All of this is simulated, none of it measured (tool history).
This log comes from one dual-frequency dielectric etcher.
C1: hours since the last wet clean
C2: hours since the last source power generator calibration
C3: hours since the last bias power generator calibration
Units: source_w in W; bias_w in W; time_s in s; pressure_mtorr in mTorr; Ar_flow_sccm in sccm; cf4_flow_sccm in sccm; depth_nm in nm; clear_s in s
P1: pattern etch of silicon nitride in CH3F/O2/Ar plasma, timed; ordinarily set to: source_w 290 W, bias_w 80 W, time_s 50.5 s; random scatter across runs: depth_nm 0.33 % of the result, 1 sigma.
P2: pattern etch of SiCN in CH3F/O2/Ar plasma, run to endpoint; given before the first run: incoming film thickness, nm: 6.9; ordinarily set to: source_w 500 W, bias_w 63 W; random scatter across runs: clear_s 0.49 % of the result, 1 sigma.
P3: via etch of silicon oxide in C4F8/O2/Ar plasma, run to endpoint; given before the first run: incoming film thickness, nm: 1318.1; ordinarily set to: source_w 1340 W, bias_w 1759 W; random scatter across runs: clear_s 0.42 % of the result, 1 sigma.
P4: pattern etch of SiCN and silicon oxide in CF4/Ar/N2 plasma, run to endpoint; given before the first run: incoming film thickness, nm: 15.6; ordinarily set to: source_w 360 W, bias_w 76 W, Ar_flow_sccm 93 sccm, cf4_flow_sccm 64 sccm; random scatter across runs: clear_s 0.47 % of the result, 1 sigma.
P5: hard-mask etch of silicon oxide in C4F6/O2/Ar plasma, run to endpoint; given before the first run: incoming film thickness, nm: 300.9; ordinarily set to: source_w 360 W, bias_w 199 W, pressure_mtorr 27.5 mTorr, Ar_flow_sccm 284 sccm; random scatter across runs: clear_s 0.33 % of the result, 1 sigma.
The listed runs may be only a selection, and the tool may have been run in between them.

run 1 hour=5.4 | process=P1 source_w=290 bias_w=80 time_s=50.5 | C1=295.5 C2=2381.8 C3=1677.4 | depth_nm=32.159
run 2 hour=12 | process=P1 source_w=400 bias_w=80 time_s=50.5 | C1=302.1 C2=2388.4 C3=1684 | depth_nm=36.278
run 3 hour=18.1 | process=P1 source_w=180 bias_w=80 time_s=50.5 | C1=308.2 C2=2394.5 C3=1690.1 | depth_nm=27.147
run 4 hour=22.8 | process=P2 source_w=500 bias_w=88 | C1=312.9 C2=2399.2 C3=1694.8 | clear_s=15.658
run 5 hour=28.4 | process=P5 source_w=360 bias_w=199 pressure_mtorr=27.5 Ar_flow_sccm=284 | C1=318.5 C2=2404.8 C3=1700.4 | clear_s=96.855
run 6 hour=33.3 | process=P2 source_w=700 bias_w=63 | C1=323.4 C2=2409.7 C3=1705.3 | clear_s=15.695
run 7 hour=38.3 | process=P3 source_w=1710 bias_w=1759 | C1=328.4 C2=2414.7 C3=1710.3 | clear_s=293.48
run 8 hour=44.9 | process=P5 source_w=360 bias_w=199 pressure_mtorr=27.5 Ar_flow_sccm=284 | C1=335 C2=2421.3 C3=1716.9 | clear_s=96.843
run 9 hour=51.4 | process=P4 source_w=360 bias_w=76 Ar_flow_sccm=93 cf4_flow_sccm=64 | C1=341.5 C2=2427.8 C3=1723.4 | clear_s=21.51
-- hour=54.1 bias power generator calibrated
run 10 hour=57.7 | process=P1 source_w=290 bias_w=101 time_s=50.5 | C1=347.8 C2=2434.1 C3=3.7 | depth_nm=35.047
run 11 hour=65.1 | process=P1 source_w=290 bias_w=80 time_s=50.5 | C1=355.2 C2=2441.5 C3=11.1 | depth_nm=32.206
run 12 hour=70.7 | process=P5 source_w=510 bias_w=199 pressure_mtorr=27.5 Ar_flow_sccm=284 | C1=360.8 C2=2447.1 C3=16.7 | clear_s=84.871
run 13 hour=77.7 | process=P1 source_w=290 bias_w=80 time_s=67 | C1=367.8 C2=2454.1 C3=23.7 | depth_nm=42.7
run 14 hour=84.8 | process=P4 source_w=360 bias_w=76 Ar_flow_sccm=93 cf4_flow_sccm=51 | C1=374.9 C2=2461.2 C3=30.8 | clear_s=22.191
run 15 hour=88.5 | process=P1 source_w=240 bias_w=80 time_s=66 | C1=378.6 C2=2464.9 C3=34.5 | depth_nm=39.213
run 16 hour=92.6 | process=P2 source_w=500 bias_w=63 | C1=382.7 C2=2469 C3=38.6 | clear_s=17.925
run 17 hour=98.5 | process=P1 source_w=290 bias_w=80 time_s=50.5 | C1=388.6 C2=2474.9 C3=44.5 | depth_nm=32.248
run 18 hour=105.7 | process=P1 source_w=290 bias_w=80 time_s=39 | C1=395.8 C2=2482.1 C3=51.7 | depth_nm=24.877
-- hour=112.1 wet clean of the chamber
run 19 hour=112.7 | process=P4 source_w=360 bias_w=44 Ar_flow_sccm=93 cf4_flow_sccm=64 | C1=0.6 C2=2489.1 C3=58.7 | clear_s=25.846
run 20 hour=120.1 | process=P5 source_w=360 bias_w=139 pressure_mtorr=27.5 Ar_flow_sccm=284 | C1=8 C2=2496.5 C3=66.1 | clear_s=108.34
run 21 hour=123.7 | process=P1 source_w=290 bias_w=80 time_s=50.5 | C1=11.6 C2=2500.1 C3=69.7 | depth_nm=32.24
run 22 hour=129.5 | process=P1 source_w=290 bias_w=50 time_s=50.5 | C1=17.4 C2=2505.9 C3=75.5 | depth_nm=27.448
run 23 hour=136.5 | process=P5 source_w=360 bias_w=199 pressure_mtorr=38.5 Ar_flow_sccm=284 | C1=24.4 C2=2512.9 C3=82.5 | clear_s=101.56
run 24 hour=140.5 | process=P1 source_w=290 bias_w=80 time_s=50.5 | C1=28.4 C2=2516.9 C3=86.5 | depth_nm=32.265
run 25 hour=145.4 | process=P1 source_w=290 bias_w=80 time_s=50.5 | C1=33.3 C2=2521.8 C3=91.4 | depth_nm=32.216
run 26 hour=149.8 | process=P3 source_w=1340 bias_w=1759 | C1=37.7 C2=2526.2 C3=95.8 | clear_s=323.38
run 27 hour=157.4 | process=P5 source_w=360 bias_w=199 pressure_mtorr=27.5 Ar_flow_sccm=230 | C1=45.3 C2=2533.8 C3=103.4 | clear_s=95.186
run 28 hour=164.6 | process=P4 source_w=360 bias_w=76 Ar_flow_sccm=130 cf4_flow_sccm=64 | C1=52.5 C2=2541 C3=110.6 | clear_s=22.659
run 29 hour=170.3 | process=P3 source_w=1340 bias_w=2328 | C1=58.2 C2=2546.7 C3=116.3 | clear_s=295.57
run 30 hour=175.9 | process=P4 source_w=220 bias_w=76 Ar_flow_sccm=93 cf4_flow_sccm=64 | C1=63.8 C2=2552.3 C3=121.9 | clear_s=33.024
run 31 hour=183.1 | process=P1 source_w=290 bias_w=80 time_s=50.5 | C1=71 C2=2559.5 C3=129.1 | depth_nm=32.334
run 32 hour=187.5 | process=P1 source_w=290 bias_w=80 time_s=50.5 | C1=75.4 C2=2563.9 C3=133.5 | depth_nm=32.106
run 33 hour=191.6 | process=P1 source_w=290 bias_w=80 time_s=50.5 | C1=79.5 C2=2568 C3=137.6 | depth_nm=32.039
run 34 hour=196.6 | process=P1 source_w=290 bias_w=80 time_s=50.5 | C1=84.5 C2=2573 C3=142.6 | depth_nm=31.744
run 35 hour=201.8 | process=P1 source_w=290 bias_w=80 time_s=50.5 | C1=89.7 C2=2578.2 C3=147.8 | depth_nm=31.756
run 36 hour=206.4 | process=P1 source_w=290 bias_w=80 time_s=50.5 | C1=94.3 C2=2582.8 C3=152.4 | depth_nm=31.766
-- hour=210.2 wet clean of the chamber
run 37 hour=213.9 | process=P1 source_w=290 bias_w=80 time_s=50.5 | C1=3.7 C2=2590.3 C3=159.9 | depth_nm=31.697
run 38 hour=217.7 | process=P1 source_w=290 bias_w=80 time_s=50.5 | C1=7.5 C2=2594.1 C3=163.7 | depth_nm=31.582
run 39 hour=221.4 | process=P1 source_w=290 bias_w=80 time_s=50.5 | C1=11.2 C2=2597.8 C3=167.4 | depth_nm=31.687
run 40 hour=225.8 | process=P1 source_w=290 bias_w=80 time_s=50.5 | C1=15.6 C2=2602.2 C3=171.8 | depth_nm=31.788
run 41 hour=233.3 | process=P1 source_w=290 bias_w=80 time_s=50.5 | C1=23.1 C2=2609.7 C3=179.3 | depth_nm=31.705
run 42 hour=239.6 | process=P1 source_w=290 bias_w=80 time_s=50.5 | C1=29.4 C2=2616 C3=185.6 | depth_nm=31.722

What P1 gives has crept off from where it sat before. The 2 causes that follow fit the log equally well, each at the size noted:
A: source power that arrives under what is set, % = 4.34
B: bias power that arrives under what is set, % = 4.53
The onset of the drift is placed at about hour 183.1.
Ruled out, with reasons:
chamber walls in a state that lowers the etch rate, %: its service at hour 210.2 followed the start of the drift and did not put the process back to its old value

Of the 4 check runs below, each run on 3 wafers with the results averaged and each result still a question mark, which one would tell the listed causes apart?
run check 1 hour=245.9 | process=P3 source_w=1540 bias_w=2059 | clear_s=?
run check 2 hour=245.9 | process=P4 source_w=270 bias_w=76 Ar_flow_sccm=124 cf4_flow_sccm=64 | clear_s=?
run check 3 hour=245.9 | process=P2 source_w=680 bias_w=63 | clear_s=?
run check 4 hour=245.9 | process=P5 source_w=490 bias_w=140 pressure_mtorr=27.5 Ar_flow_sccm=284 | clear_s=?

Outcome of each check run for each possible cause:
check=check_1 result=clear_s if_A=296.67 if_B=295.47
check=check_2 result=clear_s if_A=29.961 if_B=29.321
check=check_3 result=clear_s if_A=16.043 if_B=16.012
check=check_4 result=clear_s if_A=97.49 if_B=97.088
Distance between the nearest two causes, measured in the result of the check that separates them most: check 1 0.41 %; check 2 2.16 %; check 3 0.2 %; check 4 0.41 %
The other checks would show nearly matching results whichever cause is true, so check 2 is the only one that separates the causes.

Here is what check 2 returned: clear_s 29.322 s. Which cause is it?

The correct cause is B, namely: bias power that arrives under what is set, %.
